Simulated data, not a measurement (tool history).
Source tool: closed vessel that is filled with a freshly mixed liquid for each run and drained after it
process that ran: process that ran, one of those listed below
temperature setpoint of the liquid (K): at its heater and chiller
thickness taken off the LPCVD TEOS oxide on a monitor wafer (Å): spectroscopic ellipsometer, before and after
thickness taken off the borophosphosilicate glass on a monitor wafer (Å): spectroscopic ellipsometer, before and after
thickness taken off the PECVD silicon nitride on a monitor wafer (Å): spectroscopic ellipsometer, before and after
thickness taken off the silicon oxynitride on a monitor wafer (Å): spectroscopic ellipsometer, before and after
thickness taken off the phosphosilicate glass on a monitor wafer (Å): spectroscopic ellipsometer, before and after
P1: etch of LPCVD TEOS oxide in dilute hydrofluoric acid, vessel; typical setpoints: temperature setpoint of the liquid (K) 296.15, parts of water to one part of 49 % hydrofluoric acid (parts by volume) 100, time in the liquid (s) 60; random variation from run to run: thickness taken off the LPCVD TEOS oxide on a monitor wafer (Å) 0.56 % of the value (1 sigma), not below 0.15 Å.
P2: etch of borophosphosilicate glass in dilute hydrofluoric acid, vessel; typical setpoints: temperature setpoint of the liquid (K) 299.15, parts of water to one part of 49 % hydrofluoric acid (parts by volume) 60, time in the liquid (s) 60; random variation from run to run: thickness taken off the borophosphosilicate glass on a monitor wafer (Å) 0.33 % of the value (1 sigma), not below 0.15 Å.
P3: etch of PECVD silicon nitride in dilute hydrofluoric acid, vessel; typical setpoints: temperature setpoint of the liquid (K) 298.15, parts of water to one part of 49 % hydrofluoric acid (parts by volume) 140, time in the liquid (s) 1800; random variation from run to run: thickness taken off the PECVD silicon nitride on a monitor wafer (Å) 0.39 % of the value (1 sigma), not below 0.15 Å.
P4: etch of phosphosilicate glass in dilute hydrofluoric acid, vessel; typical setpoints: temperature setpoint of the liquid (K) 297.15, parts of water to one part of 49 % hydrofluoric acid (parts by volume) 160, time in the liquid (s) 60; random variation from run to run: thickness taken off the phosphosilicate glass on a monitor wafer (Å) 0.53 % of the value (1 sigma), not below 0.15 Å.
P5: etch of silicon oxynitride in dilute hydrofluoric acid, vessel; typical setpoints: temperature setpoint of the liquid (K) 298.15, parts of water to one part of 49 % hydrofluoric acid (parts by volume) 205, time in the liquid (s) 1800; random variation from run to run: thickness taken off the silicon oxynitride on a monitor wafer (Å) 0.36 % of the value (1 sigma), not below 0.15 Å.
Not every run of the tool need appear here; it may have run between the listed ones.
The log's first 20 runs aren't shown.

run     day  process that ran  temperature setpoint of the liquid (K)  parts of water to one part of 49 % hydrofluoric acid (parts by volume)  time in the liquid (s)  thickness taken off the LPCVD TEOS oxide on a monitor wafer (Å)  thickness taken off the borophosphosilicate glass on a monitor wafer (Å)  thickness taken off the PECVD silicon nitride on a monitor wafer (Å)  thickness taken off the silicon oxynitride on a monitor wafer (Å)  thickness taken off the phosphosilicate glass on a monitor wafer (Å)
 21  11.612                P1                                  296.15                                                                     100                      30                                                           51.143
 22  12.121                P1                                  296.15                                                                      35                      60                                                          317.070
 23  12.767                P4                                  291.65                                                                     160                      60                                                                                                                                                                                                                                                                                                                                                    475.67
 24  13.288                P2                                  299.15                                                                      60                      30                                                                                                                                     249.04
 25  13.775                P1                                  300.65                                                                     100                      60                                                          123.070
 26  14.488                P2                                  293.65                                                                      60                      60                                                                                                                                     393.00
 27  15.208                P4                                  297.15                                                                     160                      35                                                                                                                                                                                                                                                                                                                                                    337.03
 28  15.946                P1                                  296.15                                                                     150                      60                                                           63.933
 29  16.554                P5                                  298.15                                                                     205                     810                                                                                                                                                                                                                                                                              55.377
 30  16.962                P1                                  296.15                                                                     100                      60                                                          101.220
 31  17.450                P1                                  296.15                                                                     100                      60                                                          102.550
 32  17.896                P1                                  296.15                                                                     100                      60                                                           99.176
 33  18.425                P1                                  296.15                                                                     100                      60                                                           98.302
 34  18.933                P1                                  296.15                                                                     100                      60                                                           96.882
 35  19.500                P1                                  296.15                                                                     100                      60                                                           94.734

The next listed run, before its measurement:
 36  20.117                P1                                  296.15                                                                     100                      60                                                                ?

{"run 36": {"thickness taken off the LPCVD TEOS oxide on a monitor wafer (Å)": 95.636}}
